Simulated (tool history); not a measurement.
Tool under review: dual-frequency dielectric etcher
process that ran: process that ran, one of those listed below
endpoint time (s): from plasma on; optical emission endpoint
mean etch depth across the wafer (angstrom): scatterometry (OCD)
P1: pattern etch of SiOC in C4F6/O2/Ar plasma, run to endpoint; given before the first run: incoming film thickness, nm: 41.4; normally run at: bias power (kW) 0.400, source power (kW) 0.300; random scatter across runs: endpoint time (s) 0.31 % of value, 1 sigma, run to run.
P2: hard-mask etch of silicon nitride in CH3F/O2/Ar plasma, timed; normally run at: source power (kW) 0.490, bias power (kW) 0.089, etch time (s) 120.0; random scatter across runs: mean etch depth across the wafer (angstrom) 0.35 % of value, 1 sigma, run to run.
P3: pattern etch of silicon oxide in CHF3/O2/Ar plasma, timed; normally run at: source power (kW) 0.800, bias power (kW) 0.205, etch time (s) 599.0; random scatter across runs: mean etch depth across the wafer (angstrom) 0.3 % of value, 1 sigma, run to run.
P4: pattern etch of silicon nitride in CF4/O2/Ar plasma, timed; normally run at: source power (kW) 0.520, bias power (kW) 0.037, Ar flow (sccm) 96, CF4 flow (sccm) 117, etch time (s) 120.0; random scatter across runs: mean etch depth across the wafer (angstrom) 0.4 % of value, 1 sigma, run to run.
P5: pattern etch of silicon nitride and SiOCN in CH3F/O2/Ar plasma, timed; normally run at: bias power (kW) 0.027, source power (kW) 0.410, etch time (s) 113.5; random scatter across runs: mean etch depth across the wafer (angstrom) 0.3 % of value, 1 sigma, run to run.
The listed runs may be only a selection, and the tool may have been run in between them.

| run | day | process that ran | bias power (kW) | source power (kW) | etch time (s) | Ar flow (sccm) | CF4 flow (sccm) | hours since the last wet clean | hours since the last bias power generator calibration | hours since the last source power generator calibration | endpoint time (s) | mean etch depth across the wafer (angstrom) |
|---|---|---|---|---|---|---|---|---|---|---|---|---|
| 1 | 0.354 | P1 | 0.400 | 0.300 |  |  |  | 426.3 | 3218.3 | 2801.4 | 16.559 |  |
| 2 | 0.788 | P2 | 0.089 | 0.490 | 120.0 |  |  | 436.7 | 3228.7 | 2811.8 |  | 965.74 |
| 3 | 1.296 | P5 | 0.027 | 0.410 | 77.5 |  |  | 448.9 | 3240.9 | 2824.0 |  | 113.44 |
| 4 | 1.592 | P4 | 0.037 | 0.520 | 120.0 | 96 | 117 | 456.0 | 3248.0 | 2831.1 |  | 2145.20 |
| 5 | 2.033 | P2 | 0.089 | 0.350 | 120.0 |  |  | 466.6 | 3258.6 | 2841.7 |  | 848.82 |
| 6 | 2.492 | P4 | 0.037 | 0.520 | 120.0 | 125 | 117 | 477.6 | 3269.6 | 2852.7 |  | 2059.50 |
| 7 | 2.888 | P2 | 0.089 | 0.490 | 120.0 |  |  | 487.1 | 3279.1 | 2862.2 |  | 962.71 |
| 8 | 3.396 | P3 | 0.205 | 0.800 | 599.0 |  |  | 499.3 | 3291.3 | 2874.4 |  | 14004.00 |
| 9 | 3.796 | P4 | 0.037 | 0.520 | 120.0 | 96 | 117 | 508.9 | 3300.9 | 2884.0 |  | 2147.90 |
| 10 | 4.133 | P1 | 0.325 | 0.300 |  |  |  | 517.0 | 3309.0 | 2892.1 | 17.802 |  |
| 11 | 4.629 | P1 | 0.532 | 0.300 |  |  |  | 528.9 | 3320.9 | 2904.0 | 14.923 |  |
| 12 | 5.079 | P4 | 0.037 | 0.380 | 120.0 | 96 | 117 | 539.7 | 3331.7 | 2914.8 |  | 1629.80 |
| 13 | 5.458 | P3 | 0.205 | 0.800 | 599.0 |  |  | 548.8 | 3340.8 | 2923.9 |  | 13952.00 |
| 14 | 5.800 | P5 | 0.037 | 0.410 | 113.5 |  |  | 557.0 | 3349.0 | 2932.1 |  | 192.39 |
| 15 | 6.138 | P1 | 0.400 | 0.210 |  |  |  | 565.1 | 3357.1 | 2940.2 | 18.863 |  |
| 16 | 6.521 | P1 | 0.400 | 0.300 |  |  |  | 574.3 | 3366.3 | 2949.4 | 16.456 |  |
| 17 | 6.821 | P4 | 0.037 | 0.520 | 120.0 | 96 | 92 | 581.5 | 3373.5 | 2956.6 |  | 2079.80 |
| 18 | 7.096 | P1 | 0.400 | 0.430 |  |  |  | 588.1 | 3380.1 | 2963.2 | 14.309 |  |
| 19 | 7.412 | P5 | 0.027 | 0.300 | 113.5 |  |  | 595.7 | 3387.7 | 2970.8 |  | 149.19 |
| 20 | 7.950 | P3 | 0.205 | 0.960 | 599.0 |  |  | 608.6 | 3400.6 | 2983.7 |  | 15063.00 |
| 21 | 8.471 | P5 | 0.027 | 0.410 | 113.5 |  |  | 621.1 | 3413.1 | 2996.2 |  | 166.75 |
| 22 | 8.754 | P1 | 0.400 | 0.300 |  |  |  | 627.9 | 3419.9 | 3003.0 | 16.472 |  |
| 23 | 9.008 | P1 | 0.400 | 0.300 |  |  |  | 634.0 | 3426.0 | 3009.1 | 16.470 |  |
| 24 | 9.404 | P3 | 0.254 | 0.800 | 599.0 |  |  | 643.5 | 3435.5 | 3018.6 |  | 15052.00 |
| 25 | 9.850 | P1 | 0.322 | 0.370 |  |  |  | 654.2 | 3446.2 | 3029.3 | 16.476 |  |
| 26 | 10.142 | P2 | 0.089 | 0.490 | 67.5 |  |  | 661.2 | 3453.2 | 3036.3 |  | 543.11 |
| 27 | 10.454 | P2 | 0.114 | 0.490 | 120.0 |  |  | 668.7 | 3460.7 | 3043.8 |  | 1054.60 |
| 28 | 10.771 | P4 | 0.037 | 0.520 | 66.0 | 96 | 117 | 676.3 | 3468.3 | 3051.4 |  | 1177.70 |
| 29 | 11.304 | P3 | 0.205 | 0.800 | 409.0 |  |  | 689.1 | 3481.1 | 3064.2 |  | 9564.50 |
| 30 | 11.646 | P4 | 0.049 | 0.520 | 120.0 | 96 | 117 | 697.3 | 3489.3 | 3072.4 |  | 2365.10 |
| 31 | 11.942 | P1 | 0.400 | 0.300 |  |  |  | 704.4 | 3496.4 | 3079.5 | 16.516 |  |
| 32 | 12.233 | P1 | 0.400 | 0.300 |  |  |  | 711.4 | 3503.4 | 3086.5 | 16.410 |  |
| 33 | 12.562 | P1 | 0.400 | 0.300 |  |  |  | 719.3 | 3511.3 | 3094.4 | 16.448 |  |
| 34 | 12.862 | P1 | 0.400 | 0.300 |  |  |  | 726.5 | 3518.5 | 3101.6 | 16.315 |  |
| 35 | 13.175 | P1 | 0.400 | 0.300 |  |  |  | 734.0 | 3526.0 | 3109.1 | 16.243 |  |
| 36 | 13.604 | P1 | 0.400 | 0.300 |  |  |  | 744.3 | 3536.3 | 3119.4 | 16.390 |  |
| 37 | 14.121 | P1 | 0.400 | 0.300 |  |  |  | 756.7 | 3548.7 | 3131.8 | 16.228 |  |
|  | 14.125 | wet clean of the chamber |
| 38 | 14.400 | P1 | 0.400 | 0.300 |  |  |  | 6.7 | 3555.4 | 3138.5 | 16.364 |  |
| 39 | 14.867 | P1 | 0.400 | 0.300 |  |  |  | 17.9 | 3566.6 | 3149.7 | 16.237 |  |

P1 no longer gives what it gave before; its output has crept away from where it was. The following 2 causes, each at its listed size, fit the log equally well:
A: bias power that arrives over what is set, % = 4.24
B: source power that arrives over what is set, % = 4.2
The onset of the drift is placed at about day 11.942.
The rest of the possible causes, and what rules out each one:
chamber walls in a state that raises the etch rate, %: serviced after onset, at day 14.125, with no recovery of the prior output

Which of the check runs below tells the causes apart, meaning the causes would give it clearly different results? Each run uses 2 wafers whose results are averaged, and each result is shown as a question mark.
| check 1 | 15.333 | P2 | 0.089 | 0.490 | 120.0 |  |  |  |  |  |  | ? |
| check 2 | 15.333 | P5 | 0.027 | 0.410 | 113.5 |  |  |  |  |  |  | ? |
| check 3 | 15.333 | P3 | 0.205 | 0.800 | 599.0 |  |  |  |  |  |  | ? |
| check 4 | 15.333 | P4 | 0.037 | 0.520 | 120.0 | 96 | 117 |  |  |  |  | ? |

Outcome of each check run for each possible cause:
| check | result | if A | if B |
|---|---|---|---|
| check 1 | mean etch depth across the wafer (angstrom) | 980.28 | 980.98 |
| check 2 | mean etch depth across the wafer (angstrom) | 169.76 | 168.88 |
| check 3 | mean etch depth across the wafer (angstrom) | 14175.00 | 14198.00 |
| check 4 | mean etch depth across the wafer (angstrom) | 2176.30 | 2225.00 |
Separation of the two closest causes in each check, using whichever result separates them best: check 1 0.07 %; check 2 0.52 %; check 3 0.16 %; check 4 2.22 %
Of the check runs offered, only check 4 discriminates between the causes; the rest would read about the same regardless of which cause applies.

Running check 4 produced the following: mean etch depth across the wafer (angstrom) 2227.80. Which one of the listed causes fits?

The correct cause is B, namely: source power that arrives over what is set, %.

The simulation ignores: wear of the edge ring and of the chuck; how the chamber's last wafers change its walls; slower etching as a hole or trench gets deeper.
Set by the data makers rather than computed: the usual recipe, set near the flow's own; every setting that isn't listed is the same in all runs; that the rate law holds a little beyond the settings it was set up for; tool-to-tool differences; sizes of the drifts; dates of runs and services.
